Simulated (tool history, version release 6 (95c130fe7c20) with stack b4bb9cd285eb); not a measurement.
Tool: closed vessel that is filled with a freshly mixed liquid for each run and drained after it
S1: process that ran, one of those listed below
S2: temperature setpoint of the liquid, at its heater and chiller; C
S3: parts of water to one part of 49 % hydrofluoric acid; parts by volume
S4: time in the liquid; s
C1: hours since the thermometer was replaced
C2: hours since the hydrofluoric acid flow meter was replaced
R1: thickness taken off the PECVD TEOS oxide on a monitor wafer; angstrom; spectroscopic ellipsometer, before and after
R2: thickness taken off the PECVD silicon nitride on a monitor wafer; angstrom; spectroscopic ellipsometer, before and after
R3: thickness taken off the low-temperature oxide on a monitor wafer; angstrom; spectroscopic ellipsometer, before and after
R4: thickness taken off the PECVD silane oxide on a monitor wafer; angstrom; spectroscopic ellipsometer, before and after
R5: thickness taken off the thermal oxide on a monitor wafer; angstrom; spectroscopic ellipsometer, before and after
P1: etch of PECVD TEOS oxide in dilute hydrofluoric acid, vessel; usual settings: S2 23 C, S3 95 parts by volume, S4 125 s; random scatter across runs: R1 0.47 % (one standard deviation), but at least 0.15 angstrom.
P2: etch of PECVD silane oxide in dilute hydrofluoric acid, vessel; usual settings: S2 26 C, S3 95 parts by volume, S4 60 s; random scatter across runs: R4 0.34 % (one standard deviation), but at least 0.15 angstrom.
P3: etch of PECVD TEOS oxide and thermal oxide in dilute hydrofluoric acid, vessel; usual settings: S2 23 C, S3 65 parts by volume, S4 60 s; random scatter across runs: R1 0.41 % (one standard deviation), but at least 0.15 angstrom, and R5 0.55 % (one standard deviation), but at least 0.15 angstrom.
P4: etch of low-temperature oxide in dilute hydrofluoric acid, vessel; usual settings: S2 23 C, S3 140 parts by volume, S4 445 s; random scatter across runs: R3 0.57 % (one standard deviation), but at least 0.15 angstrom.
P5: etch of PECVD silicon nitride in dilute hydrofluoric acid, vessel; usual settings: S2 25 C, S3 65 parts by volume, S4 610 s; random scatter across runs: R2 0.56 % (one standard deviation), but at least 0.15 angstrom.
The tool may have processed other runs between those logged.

run   hour  S1    S2   S3   S4     C1     C2      R1      R2      R3      R4      R5
  1    4.2  P1    23   95  125  230.8  387.1  173.62
  2    9.2  P1  17.5   95   30  235.8  392.1   33.13
  3   14.8  P5    25   65  610  241.4  397.7          570.68
  4   22.1  P4    23  140  445  248.7    405                  552.03
  5   28.8  P4    23   60  445  255.4  411.7                  1425.3
  6   35.6  P1    23   95  125  262.2  418.5  173.66
  7   40.3  P5    25   65  610  266.9  423.2          570.93
  8   45.4  P1    17   95  125    272  428.3  136.08
  9   52.9  P2    26  175   60  279.5  435.8                          58.223
 10   56.5  P1    23   95  125  283.1  439.4  172.68
 11   60.3  P1    23   95  200  286.9  443.2  275.39
 12   64.9  P3    23   65   60  291.5  447.8  121.67                          42.947
 13   71.8  P1    28   95  125  298.4  454.7  210.27
 14   77.5  P1    23   95  125  304.1  460.4  173.03
 15     84  P5    25   35  610  310.6  466.9          1039.6
 16   88.3  P1    23   95  125  314.9  471.2  173.28
 17   92.7  P5    21   65  610  319.3  475.6           439.1
 18   98.6  P1    23   95  125  325.2  481.5  172.98
 19  102.3  P1    23  135  125  328.9  485.2  115.51
 20  105.7  P2    33   95   60  332.3  488.6                           153.4
 21  111.3  P1    23   95  125  337.9  494.2  173.01
 22  116.6  P4    23  140  820  343.2  499.5                    1027
 23  121.8  P1    19   95   30  348.4  504.7  35.536
 24  128.5  P2    26   95   60  355.1  511.4                          118.51
 25  132.5  P5    25   65  265  359.1  515.4           245.9
 26  136.4  P4  17.5  140  445    363  519.3                  444.39
 27    142  P2    26   95   60  368.6  524.9                          117.54
 28    146  P3    23   95   60  372.6  528.9  79.533                          28.392
 29  149.8  P1    23   95   35  376.4  532.7  48.435
 30  153.2  P4    23  140  445  379.8  536.1                  557.11
 31  158.9  P2    26   95   30  385.5  541.8                          59.064
 32  165.3  P3    23   65   90  391.9  548.2  182.14                           65.07
 33  168.9  P1    23   45  125  395.5  551.8  390.89
 34  173.9  P3    31   65   60  400.5  556.8  166.29                          59.877
 35  180.6  P1    23   95  125  407.2  563.5  174.66
 36  184.5  P1    23   95  125  411.1  567.4  178.66
 37  188.2  P1    23   95  125  414.8  571.1  181.67
 38    192  P1    23   95  125  418.6  574.9  184.65
 39  196.6  P1    23   95  125  423.2  579.5  184.47
 40  202.4  P1    23   95  125    429  585.3  185.91
 41  208.6  P1    23   95  125  435.2  591.5  188.28
 42  215.3  P1    23   95  125  441.9  598.2   187.1
 43  222.6  P1    23   95  125  449.2  605.5   189.2

What P1 gives has crept away from where it was. These 2 causes fit the log equally well, each at the size given:
A: liquid hotter than its thermometer reads (K) = 2.2
B: hydrofluoric acid flow above the setpoint (%) = 8.17
Creep in the process output first set in at about hour 180.6.

Of the 4 check runs listed below, each run on one wafer and each result written as a question mark, which would let you distinguish the listed causes because they would give clearly different results?
check 1  229.9  P3  29.5  65   60           ?               ?
check 2  229.9  P2    29  95   60                       ?
check 3  229.9  P4    23  95  815                   ?
check 4  229.9  P5    25  45  610               ?

Outcome of each check run for each possible cause:
  check  result    if A    if B
check 1      R1  170.99  171.18
check 1      R5  61.082  61.153
check 2      R4   143.9  144.74
check 3      R3  1723.7  1723.5
check 4      R2  943.29  879.82
Separation of the two closest causes in each check, using whichever result separates them best: check 1 0.12 %; check 2 0.59 %; check 3 0.01 %; check 4 6.97 %
Check 4 tells the causes apart: in the others they would give nearly the same result.

With check 4 done, the readings were: R2 940.27 angstrom. Identify which of the listed causes applies.

It was cause A: liquid hotter than its thermometer reads (K).
